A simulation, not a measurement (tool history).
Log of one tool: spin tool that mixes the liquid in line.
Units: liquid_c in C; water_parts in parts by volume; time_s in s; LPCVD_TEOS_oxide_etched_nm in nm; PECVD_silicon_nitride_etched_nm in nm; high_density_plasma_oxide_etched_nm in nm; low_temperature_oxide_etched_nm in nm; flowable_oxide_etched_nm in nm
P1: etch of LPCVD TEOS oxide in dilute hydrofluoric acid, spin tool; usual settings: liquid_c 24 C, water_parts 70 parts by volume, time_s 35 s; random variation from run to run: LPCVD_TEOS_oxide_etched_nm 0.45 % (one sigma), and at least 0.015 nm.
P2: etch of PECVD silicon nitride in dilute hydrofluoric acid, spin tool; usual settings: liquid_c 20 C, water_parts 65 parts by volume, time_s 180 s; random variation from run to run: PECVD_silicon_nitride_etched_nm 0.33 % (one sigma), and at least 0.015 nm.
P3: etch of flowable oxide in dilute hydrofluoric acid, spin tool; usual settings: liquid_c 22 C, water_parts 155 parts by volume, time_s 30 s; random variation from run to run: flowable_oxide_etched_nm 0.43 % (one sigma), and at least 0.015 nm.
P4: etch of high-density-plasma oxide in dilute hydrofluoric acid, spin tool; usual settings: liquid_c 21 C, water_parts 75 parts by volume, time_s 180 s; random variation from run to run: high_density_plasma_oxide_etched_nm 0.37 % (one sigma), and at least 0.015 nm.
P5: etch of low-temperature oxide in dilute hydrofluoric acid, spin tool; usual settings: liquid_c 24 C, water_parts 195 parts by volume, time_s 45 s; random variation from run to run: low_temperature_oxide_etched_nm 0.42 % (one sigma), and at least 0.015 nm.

run	day	process	liquid_c	water_parts	time_s	LPCVD_TEOS_oxide_etched_nm	PECVD_silicon_nitride_etched_nm	high_density_plasma_oxide_etched_nm	low_temperature_oxide_etched_nm	flowable_oxide_etched_nm
1	0.188	P1	24	70	35	29.161				
2	0.338	P2	20	65	180		11.196			
3	0.471	P1	24	70	15	12.532				
4	0.65	P1	24	70	60	50.065				
5	0.792	P2	20	65	25		1.5198			
6	0.904	P1	24	70	35	29.141				
7	1.012	P1	24	70	35	29.096				
8	1.196	P1	24	70	35	29.12				
9	1.354	P4	21	75	80			5.1319		
10	1.567	P2	17	65	180		8.9835			
11	1.688	P5	24	105	45				10.393	
12	1.862	P1	24	70	35	28.907				
13	2.046	P5	31	195	45				6.4826	
14	2.171	P1	18	70	35	22.814				
15	2.325	P4	28.5	75	180			15.605		
16	2.488	P1	27.5	120	35	18.302				
17	2.692	P3	22	155	30					8.4074
18	2.879	P1	28	70	35	34.185				
19	3.004	P3	28	155	30					10.483
20	3.196	P2	20	40	180		17.921			
21	3.312	P1	24	115	35	16.788				
22	3.488	P1	28	70	55	53.892				
23	3.688	P4	21	75	180			11.565		
24	3.854	P1	24	70	35	28.952				
25	4.058	P4	21	125	180			6.5619		
26	4.242	P1	24	25	35	87.01				
27	4.408	P3	22	155	15					4.1571
28	4.588	P5	24	195	20				2.2744	
29	4.742	P3	22	70	30					20.445
30	4.862	P5	24	195	45				5.0195	
31	5	P1	24	70	35	28.919				
32	5.2	P1	24	70	35	28.359				
33	5.362	P1	24	70	35	27.989				
34	5.538	P1	24	70	35	27.876				
35	5.733	P1	24	70	35	27.701				
36	5.871	P1	24	70	35	27.703				
37	6.05	P1	24	70	35	27.816				
38	6.171	P1	24	70	35	27.443				
39	6.362	P1	24	70	35	27.338				
40	6.496	P1	24	70	35	27.572				

What P1 gives has crept away from where it was. These 2 causes fit the log equally well, each at the size given:
A: hydrofluoric acid flow below the setpoint (%) = 5.16
B: liquid colder than its thermometer reads (K) = 1.42
The creep began at about day 5.

4 check runs are offered, one wafer each, their results left as question marks. Which one tells the causes apart?
check 1	6.629	P3	22	155	30					?
check 2	6.629	P5	24	195	45				?	
check 3	6.629	P4	21	75	180			?		
check 4	6.629	P2	20	65	180		?			

What each check would give under each cause:
check	result	if A	if B
check 1	flowable_oxide_etched_nm	7.8618	7.9126
check 2	low_temperature_oxide_etched_nm	4.7494	4.8035
check 3	high_density_plasma_oxide_etched_nm	10.908	10.894
check 4	PECVD_silicon_nitride_etched_nm	10.608	10.123
How far apart the two closest causes lie, in the result that separates them most: check 1 0.64 %; check 2 1.13 %; check 3 0.13 %; check 4 4.69 %
Check 4 tells the causes apart: in the others they would give nearly the same result.

Then check 4 was run and gave: PECVD_silicon_nitride_etched_nm 10.108 nm. Which cause is it?

It is B: liquid colder than its thermometer reads (K).

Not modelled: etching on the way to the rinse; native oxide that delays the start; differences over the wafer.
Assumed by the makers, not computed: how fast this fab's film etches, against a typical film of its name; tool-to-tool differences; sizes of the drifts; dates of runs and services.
